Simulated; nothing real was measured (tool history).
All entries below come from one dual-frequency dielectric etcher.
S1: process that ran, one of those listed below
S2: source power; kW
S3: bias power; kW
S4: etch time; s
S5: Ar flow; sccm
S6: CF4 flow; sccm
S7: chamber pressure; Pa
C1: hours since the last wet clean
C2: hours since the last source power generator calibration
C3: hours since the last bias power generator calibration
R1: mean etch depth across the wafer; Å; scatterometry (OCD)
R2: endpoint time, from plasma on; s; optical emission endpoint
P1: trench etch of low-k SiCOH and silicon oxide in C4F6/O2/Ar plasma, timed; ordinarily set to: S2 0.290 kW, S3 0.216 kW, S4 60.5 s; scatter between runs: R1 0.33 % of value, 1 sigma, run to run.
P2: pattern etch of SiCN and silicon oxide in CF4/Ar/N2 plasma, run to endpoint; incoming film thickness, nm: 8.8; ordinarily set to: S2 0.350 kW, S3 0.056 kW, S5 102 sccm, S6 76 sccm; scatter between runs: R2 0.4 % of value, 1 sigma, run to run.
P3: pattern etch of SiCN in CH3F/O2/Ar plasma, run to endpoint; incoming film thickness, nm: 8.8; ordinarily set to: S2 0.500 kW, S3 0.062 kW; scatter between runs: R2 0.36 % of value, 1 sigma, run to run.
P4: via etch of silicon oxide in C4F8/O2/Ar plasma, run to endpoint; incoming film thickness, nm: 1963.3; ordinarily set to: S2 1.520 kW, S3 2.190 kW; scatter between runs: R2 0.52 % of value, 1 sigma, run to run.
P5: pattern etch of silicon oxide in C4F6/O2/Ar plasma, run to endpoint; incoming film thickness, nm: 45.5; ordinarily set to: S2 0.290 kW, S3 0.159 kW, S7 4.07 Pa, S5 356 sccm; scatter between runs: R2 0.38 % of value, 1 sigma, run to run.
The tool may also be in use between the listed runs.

run   hour  S1     S2     S3    S4   S5  S6    S7     C1      C2      C3       R1       R2
  1   10.7  P1  0.290  0.216  60.5                 268.2  1202.6   932.5  1839.70
  2   21.9  P2  0.200  0.056        102  76        279.4  1213.8   943.7            22.177
  3   35.2  P4  1.520  1.328                       292.7  1227.1   957.0           506.110
  4   47.0  P5  0.290  0.099        356      4.07  304.5  1238.9   968.8            20.767
  5   56.9  P5  0.290  0.159        234      4.07  314.4  1248.8   978.7            17.038
  6   66.6  P4  0.930  2.190                       324.1  1258.5   988.4           542.160
  7   76.2  P3  0.500  0.062                       333.7  1268.1   998.0            22.580
  8   90.1  P4  1.520  2.190                       347.6  1282.0  1011.9           441.840
  9  103.7  P1  0.290  0.216  33.5                 361.2  1295.6  1025.5  1017.40
 10  113.0  P1  0.290  0.216  75.5                 370.5  1304.9  1034.8  2291.00
 11  124.9  P1  0.290  0.216  60.5                 382.4  1316.8  1046.7  1838.50
 12  137.0  P2  0.350  0.037        102  76        394.5  1328.9  1058.8            15.341
 13  149.3  P5  0.290  0.159        356      4.07  406.8  1341.2  1071.1            17.778
 14  164.2  P1  0.290  0.216  60.5                 421.7  1356.1  1086.0  1830.60
 15  176.8  P1  0.200  0.216  60.5                 434.3  1368.7  1098.6  1599.00
 16  188.3  P3  0.500  0.062                       445.8  1380.2  1110.1            22.764
 17  201.8  P1  0.370  0.216  60.5                 459.3  1393.7  1123.6  2021.70
 18  208.6  P1  0.290  0.128  60.5                 466.1  1400.5  1130.4  1554.90
 19  220.5  P1  0.180  0.281  60.5                 478.0  1412.4  1142.3  1690.90
 20  233.5  P1  0.290  0.139  33.5                 491.0  1425.4  1155.3   884.56
 21  248.1  P5  0.390  0.159        356      4.07  505.6  1440.0  1169.9            15.970
 22  255.0  P1  0.290  0.216  60.5                 512.5  1446.9  1176.8  1839.90

Run 23, settings as shown, results not yet in. Your forecast:
 23  266.1  P5  0.290  0.159      356      5.73  523.6  1458.0  1187.9       ?

{"run 23": {"R2": 18.776}}
